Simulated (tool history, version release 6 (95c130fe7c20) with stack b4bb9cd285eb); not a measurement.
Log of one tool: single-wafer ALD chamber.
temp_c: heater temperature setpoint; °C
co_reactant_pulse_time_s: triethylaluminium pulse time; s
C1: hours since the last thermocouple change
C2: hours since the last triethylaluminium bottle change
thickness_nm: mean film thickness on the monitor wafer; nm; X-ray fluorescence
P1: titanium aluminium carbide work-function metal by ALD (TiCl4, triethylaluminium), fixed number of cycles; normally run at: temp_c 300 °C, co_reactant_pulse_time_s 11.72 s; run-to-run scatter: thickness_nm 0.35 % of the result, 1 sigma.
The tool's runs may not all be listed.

{"run": 1, "day": 0.333, "temp_c": 300, "co_reactant_pulse_time_s": 11.72, "C1": 403.4, "C2": 373.3, "thickness_nm": 2.0002}
{"run": 2, "day": 0.946, "temp_c": 279, "co_reactant_pulse_time_s": 11.72, "C1": 418.1, "C2": 388.0, "thickness_nm": 1.8058}
{"run": 3, "day": 1.383, "temp_c": 277, "co_reactant_pulse_time_s": 18.09, "C1": 428.6, "C2": 398.5, "thickness_nm": 1.8374}
{"run": 4, "day": 1.696, "temp_c": 324, "co_reactant_pulse_time_s": 11.72, "C1": 436.1, "C2": 406.0, "thickness_nm": 2.2054}
{"run": 5, "day": 1.971, "temp_c": 300, "co_reactant_pulse_time_s": 11.72, "C1": 442.7, "C2": 412.6, "thickness_nm": 2.0053}
{"run": 6, "day": 2.375, "temp_c": 300, "co_reactant_pulse_time_s": 19.37, "C1": 452.4, "C2": 422.3, "thickness_nm": 2.0228}
{"run": 7, "day": 2.929, "temp_c": 300, "co_reactant_pulse_time_s": 11.72, "C1": 465.7, "C2": 435.6, "thickness_nm": 1.9997}
{"run": 8, "day": 3.562, "temp_c": 285, "co_reactant_pulse_time_s": 16.42, "C1": 480.9, "C2": 450.8, "thickness_nm": 1.8966}
{"run": 9, "day": 4.071, "temp_c": 300, "co_reactant_pulse_time_s": 11.72, "C1": 493.1, "C2": 463.0, "thickness_nm": 2.0086}
{"run": 10, "day": 4.629, "temp_c": 300, "co_reactant_pulse_time_s": 11.72, "C1": 506.5, "C2": 476.4, "thickness_nm": 1.9837}
{"run": 11, "day": 5.1, "temp_c": 300, "co_reactant_pulse_time_s": 5.57, "C1": 517.8, "C2": 487.7, "thickness_nm": 1.7381}
{"run": 12, "day": 5.404, "temp_c": 300, "co_reactant_pulse_time_s": 11.72, "C1": 525.1, "C2": 495.0, "thickness_nm": 1.9982}
{"run": 13, "day": 5.988, "temp_c": 300, "co_reactant_pulse_time_s": 11.72, "C1": 539.1, "C2": 509.0, "thickness_nm": 1.9884}
{"run": 14, "day": 6.562, "temp_c": 300, "co_reactant_pulse_time_s": 11.72, "C1": 552.9, "C2": 522.8, "thickness_nm": 1.9769}
{"run": 15, "day": 6.904, "temp_c": 300, "co_reactant_pulse_time_s": 11.72, "C1": 561.1, "C2": 531.0, "thickness_nm": 1.9599}
{"run": 16, "day": 7.338, "temp_c": 300, "co_reactant_pulse_time_s": 11.72, "C1": 571.5, "C2": 541.4, "thickness_nm": 1.9792}
{"run": 17, "day": 7.683, "temp_c": 300, "co_reactant_pulse_time_s": 11.72, "C1": 579.8, "C2": 549.7, "thickness_nm": 1.971}
{"run": 18, "day": 8.283, "temp_c": 300, "co_reactant_pulse_time_s": 11.72, "C1": 594.2, "C2": 564.1, "thickness_nm": 1.9624}

Run 19 comes next. What will it give?
{"run": 19, "day": 8.85, "temp_c": 300, "co_reactant_pulse_time_s": 11.72, "C1": 607.8, "C2": 577.7, "thickness_nm": "?"}

{"run 19": {"thickness_nm": 1.9755}}

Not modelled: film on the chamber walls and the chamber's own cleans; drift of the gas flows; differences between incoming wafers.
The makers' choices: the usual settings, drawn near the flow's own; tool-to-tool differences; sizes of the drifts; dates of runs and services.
